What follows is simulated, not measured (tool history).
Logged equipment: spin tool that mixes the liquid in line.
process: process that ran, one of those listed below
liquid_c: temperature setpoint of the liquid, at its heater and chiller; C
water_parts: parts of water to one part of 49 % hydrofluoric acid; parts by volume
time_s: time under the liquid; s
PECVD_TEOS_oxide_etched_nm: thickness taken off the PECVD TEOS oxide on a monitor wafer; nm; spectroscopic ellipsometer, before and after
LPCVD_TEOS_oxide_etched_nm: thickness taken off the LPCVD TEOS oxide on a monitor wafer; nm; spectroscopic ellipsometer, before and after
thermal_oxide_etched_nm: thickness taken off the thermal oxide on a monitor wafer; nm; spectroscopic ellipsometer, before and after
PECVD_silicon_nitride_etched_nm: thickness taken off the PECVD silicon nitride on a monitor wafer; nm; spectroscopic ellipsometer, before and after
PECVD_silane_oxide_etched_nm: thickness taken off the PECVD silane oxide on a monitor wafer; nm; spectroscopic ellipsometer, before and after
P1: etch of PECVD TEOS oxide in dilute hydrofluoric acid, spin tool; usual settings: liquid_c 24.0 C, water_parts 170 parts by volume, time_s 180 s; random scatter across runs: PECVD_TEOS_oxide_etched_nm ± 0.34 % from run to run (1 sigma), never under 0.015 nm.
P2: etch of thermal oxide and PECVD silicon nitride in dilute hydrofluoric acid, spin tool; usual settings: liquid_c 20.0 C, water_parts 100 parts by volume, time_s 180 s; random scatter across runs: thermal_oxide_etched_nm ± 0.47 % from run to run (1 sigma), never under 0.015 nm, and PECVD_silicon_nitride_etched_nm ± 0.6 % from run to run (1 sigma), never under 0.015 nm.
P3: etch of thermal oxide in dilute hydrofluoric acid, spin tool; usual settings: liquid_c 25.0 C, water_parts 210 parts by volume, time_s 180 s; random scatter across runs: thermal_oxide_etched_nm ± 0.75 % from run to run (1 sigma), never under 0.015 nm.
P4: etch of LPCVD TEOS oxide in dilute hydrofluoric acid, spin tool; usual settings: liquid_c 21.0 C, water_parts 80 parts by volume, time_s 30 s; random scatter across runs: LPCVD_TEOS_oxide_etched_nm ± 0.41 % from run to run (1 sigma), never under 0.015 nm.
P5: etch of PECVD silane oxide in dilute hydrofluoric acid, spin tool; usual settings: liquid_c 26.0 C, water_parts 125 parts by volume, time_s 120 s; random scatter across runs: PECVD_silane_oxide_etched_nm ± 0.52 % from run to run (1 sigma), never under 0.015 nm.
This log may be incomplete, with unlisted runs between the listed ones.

run,hour,process,liquid_c,water_parts,time_s,hours since the thermometer was replaced,hours since the hydrofluoric acid flow meter was replaced,PECVD_TEOS_oxide_etched_nm,LPCVD_TEOS_oxide_etched_nm,thermal_oxide_etched_nm,PECVD_silicon_nitride_etched_nm,PECVD_silane_oxide_etched_nm
1,8.9,P1,24.0,170,180,1714.2,742.8,9.03830,,,,
2,19.8,P4,21.0,80,30,1725.1,753.7,,6.7458,,,
3,32.3,P2,20.0,100,295,1737.6,766.2,,,11.9450,7.5809,
4,43.4,P1,24.0,170,180,1748.7,777.3,9.06950,,,,
5,51.3,P4,21.0,120,30,1756.6,785.2,,4.3048,,,
6,61.7,P3,25.0,210,180,1767.0,795.6,,,3.7365,,
7,72.2,P2,26.5,100,180,1777.5,806.1,,,9.3224,7.2119,
8,82.9,P1,31.0,170,25,1788.2,816.8,1.60430,,,,
9,94.4,P5,19.5,125,120,1799.7,828.3,,,,,12.798
10,106.6,P2,20.0,100,180,1811.9,840.5,,,7.2763,4.6858,
11,113.7,P3,25.0,95,180,1819.0,847.6,,,9.4186,,
12,126.0,P2,20.0,155,180,1831.3,859.9,,,4.4309,2.9991,
13,137.3,P3,25.0,210,365,1842.6,871.2,,,7.4514,,
14,149.6,P3,33.0,210,180,1854.9,883.5,,,4.8885,,
15,162.1,P1,24.0,60,180,1867.4,896.0,29.28000,,,,
16,170.1,P3,25.0,210,180,1875.4,904.0,,,3.7081,,
17,177.8,P4,21.0,80,30,1883.1,911.7,,6.6957,,,
18,188.4,P4,17.0,80,30,1893.7,922.3,,5.7009,,,
19,195.7,P1,24.0,170,15,1901.0,929.6,0.76532,,,,
20,207.4,P1,24.0,270,180,1912.7,941.3,5.13650,,,,
21,217.4,P5,26.0,125,120,1922.7,951.3,,,,,16.534
22,225.4,P1,24.0,170,180,1930.7,959.3,9.06980,,,,
23,231.6,P1,24.0,170,180,1936.9,965.5,9.03790,,,,
24,237.4,P5,26.0,65,120,1942.7,971.3,,,,,34.638
25,245.4,P1,24.0,170,315,1950.7,979.3,15.81600,,,,
26,255.3,P4,21.0,80,55,1960.6,989.2,,12.3960,,,
27,264.6,P1,24.0,170,180,1969.9,998.5,9.01780,,,,
28,275.1,P1,17.5,170,180,1980.4,1009.0,7.04740,,,,
29,287.0,P5,26.0,125,190,1992.3,1020.9,,,,,26.543
30,296.3,P1,30.0,170,180,2001.6,1030.2,11.27200,,,,
31,302.6,P2,20.0,100,180,2007.9,1036.5,,,7.2387,4.6667,
32,314.3,P1,24.0,170,180,2019.6,1048.2,9.12680,,,,
33,321.4,P1,24.0,170,180,2026.7,1055.3,8.77290,,,,
34,333.2,P1,24.0,170,180,2038.5,1067.1,8.61080,,,,
35,344.3,P1,24.0,170,180,2049.6,1078.2,8.53890,,,,
36,355.9,P1,24.0,170,180,2061.2,1089.8,8.45860,,,,
37,362.8,P1,24.0,170,180,2068.1,1096.7,8.40300,,,,
38,369.2,P1,24.0,170,180,2074.5,1103.1,8.45490,,,,

P1 has crept away from where it was. The log is fitted equally well by each of these 2 causes, at the sizes shown:
A: liquid colder than its thermometer reads (K) = 1.87
B: hydrofluoric acid flow below the setpoint (%) = 5.78
The process output started creeping at around hour 314.3.

Consider the 4 single-wafer check runs listed below, results given as question marks: which one distinguishes between the causes by giving clearly different results for each?
check 1,375.6,P3,33.0,210,180,,,,,?,,
check 2,375.6,P4,21.0,120,30,,,,?,,,
check 3,375.6,P5,26.0,65,120,,,,,,,?
check 4,375.6,P2,26.0,140,180,,,,,?,?,

What each check would give under each cause:
check,result,if A,if B
check 1,thermal_oxide_etched_nm,4.5797,4.5188
check 2,LPCVD_TEOS_oxide_etched_nm,3.9751,4.0075
check 3,PECVD_silane_oxide_etched_nm,31.980,32.314
check 4,thermal_oxide_etched_nm,5.8306,5.8383
check 4,PECVD_silicon_nitride_etched_nm,4.3873,4.6617
Gap, in per cent, between the two causes that each check separates least, read from the result that separates them most: check 1 1.34 %; check 2 0.81 %; check 3 1.04 %; check 4 6.07 %
Only check 4 tells the causes apart: in the others they would give nearly the same result.

With check 4 done, the readings were: thermal_oxide_etched_nm 5.8702 nm; PECVD_silicon_nitride_etched_nm 4.4059 nm. Identify which of the listed causes applies.

It was cause A: liquid colder than its thermometer reads (K).
